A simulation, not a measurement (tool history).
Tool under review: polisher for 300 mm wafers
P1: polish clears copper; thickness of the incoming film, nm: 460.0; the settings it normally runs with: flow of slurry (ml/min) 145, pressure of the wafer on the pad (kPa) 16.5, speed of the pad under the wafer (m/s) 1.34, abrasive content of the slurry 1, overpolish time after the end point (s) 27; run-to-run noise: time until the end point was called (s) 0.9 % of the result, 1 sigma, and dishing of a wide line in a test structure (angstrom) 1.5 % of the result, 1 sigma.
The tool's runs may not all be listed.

run   hour  flow of slurry (ml/min)  pressure of the wafer on the pad (kPa)  speed of the pad under the wafer (m/s)  abrasive content of the slurry  overpolish time after the end point (s)  time until the end point was called (s)  dishing of a wide line in a test structure (angstrom)
  1    3.6                      145                                    16.5                                    1.34                               1                                       27                                   158.59                                                 497.93
  2   10.3                      145                                    16.5                                    1.34                               1                                       27                                   154.85                                                 493.17
  3   13.8                      145                                    16.5                                    1.34                               1                                       27                                    157.5                                                 488.16
  4   18.1                      145                                    16.5                                    0.88                               1                                       27                                   241.19                                                 344.05
  5   23.6                      145                                    16.5                                    1.34                               1                                       27                                   156.33                                                  499.4
  6   27.1                      145                                    16.5                                    1.34                               1                                       27                                   153.66                                                 477.59
  7   32.2                      145                                    16.5                                    1.34                               1                                        8                                   155.88                                                 168.93
  8   36.1                      145                                    16.5                                    1.34                               1                                       27                                   156.99                                                 489.19
  9   43.2                      145                                    24.1                                    1.34                               1                                       27                                   107.83                                                 671.98
      45.7  -- slurry blender recalibrated
 10   48.9                       85                                    16.5                                    1.34                               1                                       27                                   176.14                                                 450.48
 11   53.7                      145                                    16.5                                    1.34                               1                                       39                                   158.53                                                 633.43
 12   59.1                      145                                    16.5                                    1.34                             1.4                                       27                                   146.54                                                 521.56
 13   64.5                      145                                       9                                    1.34                               1                                       27                                   287.51                                                 289.56
 14   68.9                      200                                    16.5                                    1.34                               1                                       27                                   150.27                                                 507.86
 15   75.8                      145                                    16.5                                    2.06                               1                                       27                                   102.97                                                 666.71
 16   82.4                      145                                    16.5                                    1.34                            0.55                                       27                                   174.74                                                  436.7
 17   89.4                      145                                    24.1                                    0.72                               1                                       27                                   200.01                                                 411.69
 18     95                      145                                    16.5                                    1.34                               1                                       27                                   157.74                                                  491.8
 19  100.2                      145                                    16.5                                    1.34                               1                                       27                                   163.79                                                 461.77
 20  104.3                      145                                    16.5                                    1.34                               1                                       27                                   166.86                                                 465.73
 21  111.8                      145                                    16.5                                    1.34                               1                                       27                                   171.39                                                 445.34
       112  -- head pressure recalibrated
     113.8  -- slurry blender recalibrated
 22  116.3                      145                                    16.5                                    1.34                               1                                       27                                   170.51                                                 452.21
 23  123.6                      145                                    16.5                                    1.34                               1                                       27                                   173.41                                                 453.27
 24  128.7                      145                                    16.5                                    1.34                               1                                       27                                   174.02                                                 452.46

P1 no longer gives what it gave before; its output has crept away from where it was. The following 2 causes, each at its listed size, fit the log equally well:
A: removal rate lost through wear of the pad, % = 10.2
B: slurry flow missing at the pad, % = 38.4
At approximately hour 95, the process output began to creep.
Ruled out, with reasons:
head's pressure below its setpoint, %: serviced after onset, at hour 112, with no recovery of the prior output
abrasive missing from the slurry, %: serviced after onset, at hour 113.8, with no recovery of the prior output

Which of the check runs below tells the causes apart, meaning the causes would give it clearly different results? Each run uses 2 wafers whose results are averaged, and each result is shown as a question mark.
check 1  133.8                      145                                    16.5                                     1.9                               1                                       27                                        ?                                                      ?
check 2  133.8                      145                                    16.5                                    1.34                             0.6                                       27                                        ?                                                      ?
check 3  133.8                       85                                    16.5                                    1.34                               1                                       27                                        ?                                                      ?
check 4  133.8                      145                                    10.3                                    1.34                               1                                       27                                        ?                                                      ?

Expected result of each check under each candidate cause:
  check                                                 result    if A    if B
check 1                time until the end point was called (s)  123.15  123.14
check 1  dishing of a wide line in a test structure (angstrom)  581.81  581.86
check 2                time until the end point was called (s)  194.16  194.14
check 2  dishing of a wide line in a test structure (angstrom)  412.47  412.51
check 3                time until the end point was called (s)  197.14  209.87
check 3  dishing of a wide line in a test structure (angstrom)  407.45   387.3
check 4                time until the end point was called (s)  279.39  279.36
check 4  dishing of a wide line in a test structure (angstrom)  294.78  294.81
Separation of the two closest causes in each check, using whichever result separates them best: check 1 0.01 %; check 2 0.01 %; check 3 6.26 %; check 4 0.01 %
Check 3 distinguishes between the causes, while the remaining checks would return nearly the same result for all of them.

Check 3 has now been run. It gave: time until the end point was called (s) 209.61; dishing of a wide line in a test structure (angstrom) 382.13. Which of the candidate causes is it?

The correct cause is B, namely: slurry flow missing at the pad, %.

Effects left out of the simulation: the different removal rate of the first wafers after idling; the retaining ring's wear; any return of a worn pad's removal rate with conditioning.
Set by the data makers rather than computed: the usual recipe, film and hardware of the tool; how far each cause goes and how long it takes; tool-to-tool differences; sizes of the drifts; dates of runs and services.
